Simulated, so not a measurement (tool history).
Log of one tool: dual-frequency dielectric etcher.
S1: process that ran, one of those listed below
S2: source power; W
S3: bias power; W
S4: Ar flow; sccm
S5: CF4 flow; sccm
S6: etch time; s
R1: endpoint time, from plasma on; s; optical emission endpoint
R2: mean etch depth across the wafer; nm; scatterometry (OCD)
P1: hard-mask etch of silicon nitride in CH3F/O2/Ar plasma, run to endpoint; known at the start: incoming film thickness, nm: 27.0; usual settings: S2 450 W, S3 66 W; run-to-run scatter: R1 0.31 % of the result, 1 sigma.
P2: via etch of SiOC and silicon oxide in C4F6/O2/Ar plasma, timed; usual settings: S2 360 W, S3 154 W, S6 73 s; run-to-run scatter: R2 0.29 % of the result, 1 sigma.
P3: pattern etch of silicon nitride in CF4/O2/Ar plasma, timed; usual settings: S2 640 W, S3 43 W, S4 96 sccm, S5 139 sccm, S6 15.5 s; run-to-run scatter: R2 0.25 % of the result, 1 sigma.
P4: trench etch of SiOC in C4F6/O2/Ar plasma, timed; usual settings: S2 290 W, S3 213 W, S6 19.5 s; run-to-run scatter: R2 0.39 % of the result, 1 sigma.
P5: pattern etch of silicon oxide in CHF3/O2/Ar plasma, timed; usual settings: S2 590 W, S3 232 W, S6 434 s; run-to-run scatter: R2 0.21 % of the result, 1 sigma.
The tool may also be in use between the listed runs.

Run 1, hour 17.5: S1 P1, S2 450 W, S3 66 W. Result: R1 38.614 s.
Run 2, hour 30.4: S1 P3, S2 640 W, S3 56 W, S4 96 sccm, S5 139 sccm, S6 15.5 s. Result: R2 39.82 nm.
Run 3, hour 46: S1 P5, S2 590 W, S3 232 W, S6 434 s. Result: R2 933.37 nm.
At hour 49.9: wet clean of the chamber.
Run 4, hour 60: S1 P3, S2 640 W, S3 43 W, S4 96 sccm, S5 139 sccm, S6 15.5 s. Result: R2 36.274 nm.
Run 5, hour 69.3: S1 P1, S2 450 W, S3 66 W. Result: R1 38.342 s.
Run 6, hour 82.2: S1 P2, S2 360 W, S3 154 W, S6 73 s. Result: R2 76.175 nm.
Run 7, hour 100.5: S1 P2, S2 360 W, S3 154 W, S6 44.5 s. Result: R2 46.338 nm.
Run 8, hour 118.7: S1 P4, S2 380 W, S3 213 W, S6 19.5 s. Result: R2 42.739 nm.
Run 9, hour 134.7: S1 P1, S2 450 W, S3 84 W. Result: R1 35.153 s.
Run 10, hour 150.5: S1 P4, S2 290 W, S3 213 W, S6 19.5 s. Result: R2 38.161 nm.
Run 11, hour 159: S1 P1, S2 630 W, S3 66 W. Result: R1 33.639 s.
Run 12, hour 171.6: S1 P2, S2 360 W, S3 205 W, S6 73 s. Result: R2 83.408 nm.
Run 13, hour 188.2: S1 P1, S2 450 W, S3 45 W. Result: R1 43.37 s.
Run 14, hour 202.2: S1 P2, S2 500 W, S3 154 W, S6 73 s. Result: R2 86.481 nm.
Run 15, hour 212.6: S1 P3, S2 770 W, S3 43 W, S4 96 sccm, S5 139 sccm, S6 15.5 s. Result: R2 42.587 nm.
Run 16, hour 222.1: S1 P4, S2 290 W, S3 161 W, S6 19.5 s. Result: R2 34.895 nm.
Run 17, hour 235.8: S1 P1, S2 290 W, S3 66 W. Result: R1 45.317 s.
Run 18, hour 250.5: S1 P4, S2 290 W, S3 213 W, S6 19.5 s. Result: R2 38.457 nm.
Run 19, hour 262.9: S1 P5, S2 710 W, S3 232 W, S6 434 s. Result: R2 1003.3 nm.
Run 20, hour 277.3: S1 P5, S2 590 W, S3 300 W, S6 434 s. Result: R2 1022.1 nm.
Run 21, hour 291.9: S1 P1, S2 450 W, S3 66 W. Result: R1 38.448 s.
Run 22, hour 300.9: S1 P1, S2 450 W, S3 66 W. Result: R1 38.363 s.
Run 23, hour 317.2: S1 P3, S2 640 W, S3 43 W, S4 96 sccm, S5 139 sccm, S6 22 s. Result: R2 51.59 nm.
Run 24, hour 332.5: S1 P3, S2 640 W, S3 43 W, S4 57 sccm, S5 139 sccm, S6 15.5 s. Result: R2 38.187 nm.
Run 25, hour 347.4: S1 P3, S2 640 W, S3 43 W, S4 96 sccm, S5 165 sccm, S6 15.5 s. Result: R2 36.844 nm.
Run 26, hour 366.8: S1 P5, S2 590 W, S3 232 W, S6 434 s. Result: R2 934.41 nm.
Run 27, hour 381.4: S1 P1, S2 450 W, S3 66 W. Result: R1 38.271 s.
Run 28, hour 391.1: S1 P5, S2 590 W, S3 232 W, S6 313 s. Result: R2 672.52 nm.
Run 29, hour 409.1: S1 P1, S2 320 W, S3 47 W. Result: R1 49.053 s.
Run 30, hour 418.6: S1 P1, S2 450 W, S3 66 W. Result: R1 38.33 s.
Run 31, hour 432.6: S1 P4, S2 290 W, S3 213 W, S6 14.5 s. Result: R2 28.427 nm.
Run 32, hour 443.1: S1 P1, S2 450 W, S3 66 W. Result: R1 38.461 s.
Run 33, hour 454.1: S1 P1, S2 450 W, S3 66 W. Result: R1 38.225 s.
Run 34, hour 466.4: S1 P1, S2 450 W, S3 66 W. Result: R1 38.09 s.
Run 35, hour 481.2: S1 P1, S2 450 W, S3 66 W. Result: R1 37.962 s.
Run 36, hour 493.2: S1 P1, S2 450 W, S3 66 W. Result: R1 37.936 s.
At hour 502.2: wet clean of the chamber.
Run 37, hour 511.5: S1 P1, S2 450 W, S3 66 W. Result: R1 37.801 s.
Run 38, hour 524.6: S1 P1, S2 450 W, S3 66 W. Result: R1 37.686 s.
Run 39, hour 539.7: S1 P1, S2 450 W, S3 66 W. Result: R1 37.91 s.
Run 40, hour 558.8: S1 P1, S2 450 W, S3 66 W. Result: R1 37.968 s.
Run 41, hour 572: S1 P1, S2 450 W, S3 66 W. Result: R1 37.689 s.
Run 42, hour 585.5: S1 P1, S2 450 W, S3 66 W. Result: R1 37.814 s.
Run 43, hour 595.8: S1 P1, S2 450 W, S3 66 W. Result: R1 37.628 s.

What P1 gives has crept away from where it was. These 2 causes fit the log equally well, each at the size given:
A: bias power that arrives over what is set, % = 4.81
B: source power that arrives over what is set, % = 4.19
The creep began at about hour 443.1.
Why every other cause is out:
chamber walls in a state that raises the etch rate, %: serviced at hour 502.2, which brought nothing back

4 check runs are offered, one wafer each, their results left as question marks. Which one tells the causes apart?
Run check 1, hour 606.1: S1 P5, S2 590 W, S3 280 W, S6 434 s. Result: R2 ?.
Run check 2, hour 606.1: S1 P4, S2 290 W, S3 166 W, S6 19.5 s. Result: R2 ?.
Run check 3, hour 606.1: S1 P3, S2 760 W, S3 43 W, S4 96 sccm, S5 139 sccm, S6 20 s. Result: R2 ?.
Run check 4, hour 606.1: S1 P2, S2 420 W, S3 154 W, S6 45 s. Result: R2 ?.

What each check would give under each cause:
  check  result    if A    if B
check 1      R2    1017  1015.1
check 2      R2  35.835  35.868
check 3      R2  55.377  56.527
check 4      R2  50.502  50.574
How far apart the two closest causes lie, in the result that separates them most: check 1 0.19 %; check 2 0.09 %; check 3 2.06 %; check 4 0.14 %
Only check 3 tells the causes apart: in the others they would give nearly the same result.

Check 3 was then run and gave: R2 55.456 nm. Which cause is it?

It is A: bias power that arrives over what is set, %.
